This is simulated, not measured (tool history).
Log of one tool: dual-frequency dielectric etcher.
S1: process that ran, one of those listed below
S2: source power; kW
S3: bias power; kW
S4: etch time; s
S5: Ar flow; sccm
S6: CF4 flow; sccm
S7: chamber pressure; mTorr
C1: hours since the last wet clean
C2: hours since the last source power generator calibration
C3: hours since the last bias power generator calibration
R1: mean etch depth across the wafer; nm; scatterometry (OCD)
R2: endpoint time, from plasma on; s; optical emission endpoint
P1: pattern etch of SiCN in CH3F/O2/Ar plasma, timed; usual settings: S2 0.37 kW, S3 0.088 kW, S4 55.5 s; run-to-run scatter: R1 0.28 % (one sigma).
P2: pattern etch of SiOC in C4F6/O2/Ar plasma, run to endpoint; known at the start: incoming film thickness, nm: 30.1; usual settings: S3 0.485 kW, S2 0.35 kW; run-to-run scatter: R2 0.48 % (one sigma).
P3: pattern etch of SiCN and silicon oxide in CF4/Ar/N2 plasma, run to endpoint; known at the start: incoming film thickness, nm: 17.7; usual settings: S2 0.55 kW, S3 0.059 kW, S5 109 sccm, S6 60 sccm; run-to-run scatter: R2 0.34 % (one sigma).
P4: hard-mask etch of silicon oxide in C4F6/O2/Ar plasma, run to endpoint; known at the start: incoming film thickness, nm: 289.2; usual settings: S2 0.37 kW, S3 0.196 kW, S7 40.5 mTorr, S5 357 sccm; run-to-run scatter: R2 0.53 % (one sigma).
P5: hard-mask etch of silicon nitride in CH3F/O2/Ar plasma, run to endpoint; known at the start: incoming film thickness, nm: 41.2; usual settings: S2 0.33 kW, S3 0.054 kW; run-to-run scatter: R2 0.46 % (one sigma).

run	hour	S1	S2	S3	S4	S5	S6	S7	C1	C2	C3	R1	R2
1	16.1	P1	0.37	0.088	55.5				68	2157.9	350.1	22.12	
2	32.9	P1	0.37	0.088	55.5				84.8	2174.7	366.9	22.031	
3	42.4	P1	0.37	0.114	55.5				94.3	2184.2	376.4	24.346	
4	59.4	P1	0.37	0.088	55.5				111.3	2201.2	393.4	21.931	
5	78	P3	0.55	0.059		109	45		129.9	2219.8	412		21.32
6	86.4	P1	0.37	0.088	43				138.3	2228.2	420.4	17.183	
7	101.8	P4	0.37	0.196		357		40.5	153.7	2243.6	435.8		95.49
8	112.3	P1	0.45	0.088	77				164.2	2254.1	446.3	32.972	
9	120.9	P3	0.35	0.059		109	60		172.8	2262.7	454.9		30.195
10	133.3	P2	0.35	0.628					185.2	2275.1	467.3		9.5801
11	146	P4	0.37	0.196		357		40.5	197.9	2287.8	480		94.602
12	160.6	P4	0.37	0.121		357		40.5	212.5	2302.4	494.6		110.35
13	170.2	P5	0.33	0.032					222.1	2312	504.2		81.922
14	179.9	P1	0.25	0.088	55.5				231.8	2321.7	513.9	19.198	
15	190	P3	0.55	0.059		109	60		241.9	2331.8	524		20.347
16	198.7	P1	0.46	0.088	55.5				250.6	2340.5	532.7	23.86	
17	213.1	P3	0.55	0.059		135	60		265	2354.9	547.1		21.158
18	227.2	P4	0.37	0.196		474		40.5	279.1	2369	561.2		98.015
19	235.8	P4	0.37	0.196		357		49	287.7	2377.6	569.8		97.822
20	247.7	P3	0.55	0.044		109	60		299.6	2389.5	581.7		22.251
21	263.4	P2	0.35	0.485					315.3	2405.2	597.4		10.669
22	278	P5	0.41	0.054					329.9	2419.8	612		64.157
23	289.1	P5	0.33	0.054					341	2430.9	623.1		69.298
24	304	P1	0.37	0.061	55.5				355.9	2445.8	638	19.306	
25	321.7	P1	0.37	0.088	55.5				373.6	2463.5	655.7	22.156	
26	332.9	P3	0.55	0.059		109	60		384.8	2474.7	666.9		20.371
27	347.8	P2	0.35	0.485					399.7	2489.6	681.8		10.592
28	356.5	P1	0.37	0.088	55.5				408.4	2498.3	690.5	22.172	
29	366.2	P1	0.37	0.088	55.5				418.1	2508	700.2	22.113	
30	377	P4	0.44	0.196		357		40.5	428.9	2518.8	711		87.853
31	393.3	P1	0.37	0.088	78.5				445.2	2535.1	727.3	31.235	
32	402.5	P2	0.24	0.485					454.4	2544.3	736.5		12.218
33	411.8	P1	0.37	0.088	55.5				463.7	2553.6	745.8	22.029	
34	420.4	P1	0.37	0.088	55.5				472.3	2562.2	754.4	22.183	
35	437.4	P1	0.37	0.088	55.5				489.3	2579.2	771.4	22.216	
# hour 443.5: wet clean of the chamber
36	446.5	P1	0.37	0.088	55.5				3.1	2588.3	780.5	22.42	
37	456.3	P1	0.37	0.088	55.5				12.9	2598.1	790.3	22.358	
38	471.8	P1	0.37	0.088	55.5				28.4	2613.6	805.8	22.567	
39	490.4	P1	0.37	0.088	55.5				47	2632.2	824.4	22.462	
40	499.8	P1	0.37	0.088	55.5				56.4	2641.6	833.8	22.501	

What P1 gives has crept away from where it was. These 2 causes fit the log equally well, each at the size given:
A: source power that arrives over what is set, % = 4.83
B: bias power that arrives over what is set, % = 4.82
The creep began at about hour 411.8.
Why every other cause is out:
chamber walls in a state that raises the etch rate, %: serviced at hour 443.5, which brought nothing back

4 check runs are offered, one wafer each, their results left as question marks. Which one tells the causes apart?
check 1	509.2	P3	0.55	0.059		109	60						?
check 2	509.2	P5	0.33	0.054									?
check 3	509.2	P2	0.35	0.485									?
check 4	509.2	P4	0.37	0.196		357		40.5					?

What each check would give under each cause:
check	result	if A	if B
check 1	R2	19.508	20.024
check 2	R2	68.323	68.514
check 3	R2	10.401	10.398
check 4	R2	93.195	93.471
How far apart the two closest causes lie, in the result that separates them most: check 1 2.61 %; check 2 0.28 %; check 3 0.03 %; check 4 0.3 %
Check 1 tells the causes apart: in the others they would give nearly the same result.

Check 1 was then run and gave: R2 19.538 s. Which cause is it?

It is A: source power that arrives over what is set, %.

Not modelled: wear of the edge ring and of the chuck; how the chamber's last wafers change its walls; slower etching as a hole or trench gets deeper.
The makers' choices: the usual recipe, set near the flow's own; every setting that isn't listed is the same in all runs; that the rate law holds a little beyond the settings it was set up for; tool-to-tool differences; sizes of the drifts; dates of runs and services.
